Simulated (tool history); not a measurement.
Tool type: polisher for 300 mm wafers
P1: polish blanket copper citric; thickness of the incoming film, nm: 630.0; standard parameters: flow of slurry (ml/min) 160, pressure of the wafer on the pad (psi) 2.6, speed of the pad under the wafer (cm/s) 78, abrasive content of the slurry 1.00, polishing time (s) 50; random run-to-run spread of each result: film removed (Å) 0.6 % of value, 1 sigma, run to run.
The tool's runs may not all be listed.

run   hour  flow of slurry (ml/min)  pressure of the wafer on the pad (psi)  speed of the pad under the wafer (cm/s)  abrasive content of the slurry  polishing time (s)  film removed (Å)
  1    9.3                      160                                     2.6                                       78                            1.00                  50            685.29
  2   23.1                      160                                     2.6                                      118                            1.00                  50           1014.90
  3   33.7                      160                                     1.6                                       78                            1.00                  50            427.85
      35.9  -- slurry blender recalibrated
  4   46.9                      225                                     2.6                                       78                            1.40                  50            766.83
  5   53.9                      160                                     2.6                                       78                            0.60                  50            608.61
  6   68.7                       95                                     2.6                                       78                            1.00                  50            612.86
  7   81.6                      160                                     2.6                                       36                            1.00                  50            326.24
  8   88.1                      160                                     4.1                                       78                            1.00                  50           1057.60
  9  100.4                      250                                     2.6                                       78                            1.00                  50            727.88
 10  115.2                      160                                     2.6                                       78                            1.00                  50            675.10
 11  124.9                      160                                     2.6                                       78                            1.00                  75           1021.90
 12  134.1                      160                                     2.6                                       78                            1.50                  50            732.88
 13  141.8                      160                                     2.6                                       78                            0.80                  23            296.76
 14  153.1                      160                                     2.6                                       78                            1.00                  50            680.10
 15  161.9                      160                                     2.6                                       78                            1.00                  50            678.04
 16  174.0                      160                                     2.6                                      122                            0.65                  50            954.22
     188.5  -- worn pad replaced by a new one
 17  188.8                      160                                     2.6                                       78                            1.00                  31            421.96
 18  201.6                      160                                     2.6                                       78                            1.00                  50            675.11
 19  211.1                      160                                     2.6                                       78                            1.00                  50            681.32
 20  222.8                      160                                     2.6                                       78                            1.00                  50            657.59
 21  233.8                      160                                     2.6                                       78                            1.00                  50            655.67
 22  246.1                      160                                     2.6                                       78                            1.00                  50            640.82
     250.9  -- worn pad replaced by a new one
 23  255.9                      160                                     2.6                                       78                            1.00                  50            634.74
     258.6  -- head pressure recalibrated
 24  269.2                      160                                     2.6                                       78                            1.00                  50            632.52
 25  278.2                      160                                     2.6                                       78                            1.00                  50            634.80
 26  290.1                      160                                     2.6                                       78                            1.00                  50            625.54
 27  301.4                      160                                     2.6                                       78                            1.00                  50            623.48
 28  312.4                      160                                     2.6                                       78                            1.00                  50            624.26

Something has made what P1 gives creep away from where it was; the 2 causes below, each at its own stated size, fit the log equally well:
A: abrasive missing from the slurry, % = 31.2
B: slurry flow missing at the pad, % = 32.8
The drift started at roughly hour 211.1.
Every other cause this tool's parts could produce, and why it does not fit the log:
removal rate lost through wear of the pad, %: work on it at hour 250.9, done after the drift set in, did not restore what the process gave before
head's pressure below its setpoint, %: work on it at hour 258.6, done after the drift set in, did not restore what the process gave before

Consider the 4 single-wafer check runs listed below, results given as question marks: which one distinguishes between the causes by giving clearly different results for each?
check 1  323.4                      160                                     3.5                                       78                            0.70                  50                 ?
check 2  323.4                      160                                     2.6                                       78                            1.25                  50                 ?
check 3  323.4                      160                                     4.0                                       78                            1.00                  50                 ?
check 4  323.4                       95                                     2.6                                       78                            1.00                  66                 ?

How each check would come out, cause by cause:
  check            result    if A    if B
check 1  film removed (Å)  778.89  776.27
check 2  film removed (Å)  656.74  658.24
check 3  film removed (Å)  952.77  952.90
check 4  film removed (Å)  742.33  709.49
Separation of the two closest causes in each check, using whichever result separates them best: check 1 0.34 %; check 2 0.23 %; check 3 0.01 %; check 4 4.52 %
Of the check runs offered, only check 4 discriminates between the causes; the rest would read about the same regardless of which cause applies.

Here is what check 4 returned: film removed (Å) 749.72. Which cause is it?

The cause is A: abrasive missing from the slurry, %.
